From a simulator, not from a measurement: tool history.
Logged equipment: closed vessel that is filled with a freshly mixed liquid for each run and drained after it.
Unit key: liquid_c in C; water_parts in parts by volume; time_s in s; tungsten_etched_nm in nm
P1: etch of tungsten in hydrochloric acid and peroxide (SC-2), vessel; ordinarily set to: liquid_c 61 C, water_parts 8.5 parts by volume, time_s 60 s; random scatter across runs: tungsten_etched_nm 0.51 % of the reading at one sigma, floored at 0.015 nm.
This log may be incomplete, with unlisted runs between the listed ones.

run	hour	liquid_c	water_parts	time_s	hours since the thermometer was replaced	hours since the chemicals flow meter was replaced	hours since the drum of peroxide was connected	tungsten_etched_nm
1	2.4	61	8.5	60	650.2	295.0	111.2	32.238
2	5.5	46	8.5	60	653.3	298.1	114.3	12.068
3	7.9	61	8.5	60	655.7	300.5	116.7	32.319
4	12.0	61	13.5	60	659.8	304.6	120.8	21.859
5	16.1	61	8.5	60	663.9	308.7	124.9	32.093
6	20.3	61	4.0	60	668.1	312.9	129.1	56.315
7	24.2	61	8.5	60	672.0	316.8	133.0	32.174
8	27.2	61	8.5	30	675.0	319.8	136.0	16.133
9	29.7	72	8.5	30	677.5	322.3	138.5	31.401
10	33.5	61	8.5	120	681.3	326.1	142.3	64.719
11	37.7	61	4.0	30	685.5	330.3	146.5	28.148
12	42.0	61	12.0	110	689.8	334.6	150.8	44.545
13	46.4	72	8.5	60	694.2	339.0	155.2	62.523
14	49.2	61	8.5	60	697.0	341.8	158.0	32.223
15	53.6	61	8.5	60	701.4	346.2	162.4	32.162
16	57.8	61	8.5	60	705.6	350.4	166.6	33.386
17	62.1	61	8.5	60	709.9	354.7	170.9	33.909
18	64.6	61	8.5	60	712.4	357.2	173.4	34.412
19	67.2	61	8.5	60	715.0	359.8	176.0	35.138
20	72.1	61	8.5	60	719.9	364.7	180.9	35.051
21	77.0	61	8.5	60	724.8	369.6	185.8	35.110
22	79.7	61	8.5	60	727.5	372.3	188.5	34.826

Predict the results of run 23:
23	83.1	61	8.5	60	730.9	375.7	191.9	?

tungsten_etched_nm: 35.078 nm

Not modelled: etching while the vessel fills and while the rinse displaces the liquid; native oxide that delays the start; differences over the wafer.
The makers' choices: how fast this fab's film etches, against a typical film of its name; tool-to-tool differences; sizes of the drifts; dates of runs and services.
